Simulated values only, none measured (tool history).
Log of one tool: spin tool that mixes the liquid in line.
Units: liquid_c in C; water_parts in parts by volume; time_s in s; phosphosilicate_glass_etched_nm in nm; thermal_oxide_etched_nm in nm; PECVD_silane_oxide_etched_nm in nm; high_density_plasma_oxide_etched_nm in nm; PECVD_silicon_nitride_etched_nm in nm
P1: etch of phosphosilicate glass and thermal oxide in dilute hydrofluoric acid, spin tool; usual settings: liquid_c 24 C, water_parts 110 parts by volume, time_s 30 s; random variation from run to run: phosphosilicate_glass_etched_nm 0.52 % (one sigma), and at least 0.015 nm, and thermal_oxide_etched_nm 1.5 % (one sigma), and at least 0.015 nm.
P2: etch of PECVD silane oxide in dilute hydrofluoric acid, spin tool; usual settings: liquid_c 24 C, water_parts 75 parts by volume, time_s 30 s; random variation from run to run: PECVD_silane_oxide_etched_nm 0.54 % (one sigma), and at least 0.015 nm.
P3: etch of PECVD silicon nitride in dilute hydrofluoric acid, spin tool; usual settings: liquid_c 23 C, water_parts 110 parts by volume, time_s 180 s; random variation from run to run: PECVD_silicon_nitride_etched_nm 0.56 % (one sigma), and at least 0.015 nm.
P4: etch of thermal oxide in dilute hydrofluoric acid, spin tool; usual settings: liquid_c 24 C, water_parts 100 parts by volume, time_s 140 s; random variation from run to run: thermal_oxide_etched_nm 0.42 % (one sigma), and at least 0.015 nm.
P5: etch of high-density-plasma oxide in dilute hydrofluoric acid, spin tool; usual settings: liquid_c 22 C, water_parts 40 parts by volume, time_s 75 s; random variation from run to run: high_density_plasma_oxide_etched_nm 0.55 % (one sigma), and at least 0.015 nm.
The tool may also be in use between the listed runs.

run	day	process	liquid_c	water_parts	time_s	phosphosilicate_glass_etched_nm	thermal_oxide_etched_nm	PECVD_silane_oxide_etched_nm	high_density_plasma_oxide_etched_nm	PECVD_silicon_nitride_etched_nm
1	0.171	P1	24	110	30	16.32	1.3859			
2	0.296	P1	24	60	30	31.861	2.6414			
3	0.412	P2	24	75	15			7.5401		
4	0.558	P2	24	130	30			8.1812		
5	0.808	P1	28	110	30	19.048	1.6517			
6	1.004	P1	24	110	15	8.2916	0.67006			
7	1.117	P4	24	180	140		3.3728			
8	1.354	P5	22	40	20				2.5041	
# day 1.421: thermometer replaced
9	1.471	P1	24	110	30	16.377	1.3986			
10	1.592	P1	18	110	30	12.834	1.1052			
11	1.775	P3	23	110	365					8.4489
12	1.967	P1	24	110	30	16.369	1.375			
13	2.138	P1	24	160	30	10.758	0.86433			
14	2.329	P1	24	110	30	16.375	1.3645			
15	2.504	P5	22	20	75				19.406	
16	2.708	P1	24	110	55	30.175	2.5316			
17	2.954	P1	18.5	110	60	26.203	2.282			
18	3.188	P5	22	40	75				9.5346	
19	3.358	P2	24	75	30			14.987		
20	3.558	P2	18	75	30			11.803		
21	3.762	P5	22	40	75				9.4674	
22	3.888	P2	24	75	30			15.054		
23	4.104	P4	24	100	15		0.69835			
24	4.308	P1	24	110	30	16.442	1.4103			
25	4.438	P5	30	40	75				13.081	
26	4.612	P4	24	100	140		6.6123			
27	4.729	P3	23	190	180					2.4741
28	4.85	P1	24	110	30	16.38	1.3578			
29	4.971	P4	17	100	140		5.0023			
30	5.167	P3	23	110	180					4.2532
31	5.358	P3	31.5	110	180					7.1815
32	5.488	P1	24	110	30	16.4	1.4059			
33	5.671	P1	24	110	30	16.669	1.4073			
34	5.888	P1	24	110	30	17.214	1.4581			
35	6.058	P1	24	110	30	17.288	1.5033			
36	6.262	P1	24	110	30	17.573	1.4537			
37	6.392	P1	24	110	30	17.642	1.4694			
38	6.625	P1	24	110	30	17.662	1.5347			
39	6.858	P1	24	110	30	17.646	1.4978			
40	7.054	P1	24	110	30	17.616	1.4576			
41	7.288	P1	24	110	30	17.767	1.4576			

What P1 gives has crept away from where it was. These 2 causes fit the log equally well, each at the size given:
A: liquid hotter than its thermometer reads (K) = 2
B: hydrofluoric acid flow above the setpoint (%) = 7.14
The creep began at about day 5.488.

4 check runs are offered, one wafer each, their results left as question marks. Which one tells the causes apart?
check 1	7.521	P3	30.5	110	345					?
check 2	7.521	P2	24	130	15			?		
check 3	7.521	P5	30	40	30				?	
check 4	7.521	P4	24	165	140		?			

What each check would give under each cause:
check	result	if A	if B
check 1	PECVD_silicon_nitride_etched_nm	14.678	13.91
check 2	PECVD_silane_oxide_etched_nm	4.3918	4.4023
check 3	high_density_plasma_oxide_etched_nm	5.6839	5.6534
check 4	thermal_oxide_etched_nm	4.0286	4.055
How far apart the two closest causes lie, in the result that separates them most: check 1 5.37 %; check 2 0.24 %; check 3 0.54 %; check 4 0.65 %
Only check 1 tells the causes apart: in the others they would give nearly the same result.

Check 1 was then run and gave: PECVD_silicon_nitride_etched_nm 13.798 nm. Which cause is it?

It is B: hydrofluoric acid flow above the setpoint (%).
